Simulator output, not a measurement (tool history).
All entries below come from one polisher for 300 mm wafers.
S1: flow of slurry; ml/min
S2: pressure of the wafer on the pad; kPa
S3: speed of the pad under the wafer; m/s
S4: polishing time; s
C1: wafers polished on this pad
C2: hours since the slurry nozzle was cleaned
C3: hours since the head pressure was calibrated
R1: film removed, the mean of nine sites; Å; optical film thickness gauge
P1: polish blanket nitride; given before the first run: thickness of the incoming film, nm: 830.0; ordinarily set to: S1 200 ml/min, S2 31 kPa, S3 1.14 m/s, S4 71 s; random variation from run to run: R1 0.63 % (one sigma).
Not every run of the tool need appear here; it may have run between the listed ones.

{"run": 1, "hour": 9.2, "S1": 200, "S2": 31, "S3": 1.14, "S4": 71, "C1": 707, "C2": 465.1, "C3": 266.3, "R1": 1661}
{"run": 2, "hour": 13.9, "S1": 200, "S2": 31, "S3": 1.14, "S4": 111, "C1": 752, "C2": 469.8, "C3": 271, "R1": 2602.5}
{"run": 3, "hour": 19.4, "S1": 120, "S2": 31, "S3": 1.14, "S4": 71, "C1": 805, "C2": 475.3, "C3": 276.5, "R1": 1535.1}
{"run": 4, "hour": 29.3, "S1": 200, "S2": 44.1, "S3": 1.14, "S4": 71, "C1": 900, "C2": 485.2, "C3": 286.4, "R1": 2394.7}
{"run": 5, "hour": 37.1, "S1": 200, "S2": 31, "S3": 1.14, "S4": 71, "C1": 974, "C2": 493, "C3": 294.2, "R1": 1674.6}
{"run": 6, "hour": 42.5, "S1": 200, "S2": 31, "S3": 1.14, "S4": 71, "C1": 1026, "C2": 498.4, "C3": 299.6, "R1": 1682.4}
{"hour": 45.8, "done": "head pressure recalibrated"}
{"run": 7, "hour": 48.0, "S1": 305, "S2": 31, "S3": 0.84, "S4": 71, "C1": 1079, "C2": 503.9, "C3": 2.3, "R1": 1366.6}
{"run": 8, "hour": 57.8, "S1": 200, "S2": 31, "S3": 1.14, "S4": 71, "C1": 1173, "C2": 513.7, "C3": 12.1, "R1": 1666.5}
{"run": 9, "hour": 63.9, "S1": 200, "S2": 31, "S3": 1.54, "S4": 90, "C1": 1231, "C2": 519.8, "C3": 18.2, "R1": 2686.2}
{"run": 10, "hour": 71.0, "S1": 200, "S2": 31, "S3": 1.14, "S4": 71, "C1": 1299, "C2": 526.9, "C3": 25.3, "R1": 1654.6}
{"run": 11, "hour": 77.4, "S1": 200, "S2": 31, "S3": 1.14, "S4": 71, "C1": 1360, "C2": 533.3, "C3": 31.7, "R1": 1675}
{"run": 12, "hour": 84.8, "S1": 200, "S2": 31, "S3": 1.14, "S4": 32, "C1": 1431, "C2": 540.7, "C3": 39.1, "R1": 745.7}
{"run": 13, "hour": 90.4, "S1": 280, "S2": 31, "S3": 1.14, "S4": 71, "C1": 1485, "C2": 546.3, "C3": 44.7, "R1": 1742}
{"run": 14, "hour": 97.2, "S1": 200, "S2": 31, "S3": 1.14, "S4": 71, "C1": 1550, "C2": 553.1, "C3": 51.5, "R1": 1679.4}

Predict the results of run 15:
{"run": 15, "hour": 103.6, "S1": 200, "S2": 31, "S3": 0.52, "S4": 71, "C1": 1611, "C2": 559.5, "C3": 57.9, "R1": "?"}

{"run 15": {"R1": 888.14}}
